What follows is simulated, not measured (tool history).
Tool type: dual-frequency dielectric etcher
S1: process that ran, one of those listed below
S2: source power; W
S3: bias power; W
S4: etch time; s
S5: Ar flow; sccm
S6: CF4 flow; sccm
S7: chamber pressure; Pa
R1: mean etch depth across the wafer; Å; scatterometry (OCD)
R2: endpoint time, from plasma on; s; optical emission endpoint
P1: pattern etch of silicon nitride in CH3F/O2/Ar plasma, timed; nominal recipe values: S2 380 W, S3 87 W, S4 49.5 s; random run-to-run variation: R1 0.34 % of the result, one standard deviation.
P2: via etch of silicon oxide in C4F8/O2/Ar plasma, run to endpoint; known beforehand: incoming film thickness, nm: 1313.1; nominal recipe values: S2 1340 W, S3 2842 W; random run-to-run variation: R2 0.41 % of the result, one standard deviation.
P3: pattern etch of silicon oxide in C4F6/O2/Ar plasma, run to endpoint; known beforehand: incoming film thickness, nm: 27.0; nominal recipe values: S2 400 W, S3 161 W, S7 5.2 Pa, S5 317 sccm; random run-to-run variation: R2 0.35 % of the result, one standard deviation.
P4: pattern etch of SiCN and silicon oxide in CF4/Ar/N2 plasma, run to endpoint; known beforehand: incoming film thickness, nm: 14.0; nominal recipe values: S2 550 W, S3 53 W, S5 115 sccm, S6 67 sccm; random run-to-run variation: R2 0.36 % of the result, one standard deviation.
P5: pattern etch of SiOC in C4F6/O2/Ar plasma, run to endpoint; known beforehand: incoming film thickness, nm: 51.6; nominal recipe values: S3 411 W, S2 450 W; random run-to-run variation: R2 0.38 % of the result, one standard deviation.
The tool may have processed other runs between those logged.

run	hour	S1	S2	S3	S4	S5	S6	S7	R1	R2
1	7.9	P1	380	87	49.5				362.2	
2	21.5	P1	510	87	71.5				580.54	
3	35.3	P4	550	72		115	67			14.458
4	50.6	P4	390	53		115	67			21.787
5	64.9	P1	380	57	49.5				312.36	
6	79.5	P1	240	87	49.5				303.79	
7	89	P5	610	411						15.994
8	100.9	P4	550	53		155	67			16.891
9	108.3	P1	380	87	71.5				517.59	
10	124.4	P5	450	251						21.156
11	133.7	P2	1760	2842						244.49
12	147.9	P1	230	57	49.5				257.19	
13	161.7	P3	570	161		317		5.2		7.9408
14	176.8	P4	550	53		115	39			17.761
15	185.1	P2	1340	4024						244.73
16	195.6	P3	400	161		434		5.2		9.5286
17	202.9	P4	550	53		115	67			16.099
18	210.7	P1	380	87	49.5				359.37	
19	219.1	P3	400	161		317		5.2		9.2029
20	235.3	P5	450	411						17.867

Predict the results of run 21:
21	250	P3	400	161		317		3.3		?

Logged for run 21: R2 8.7306 s.
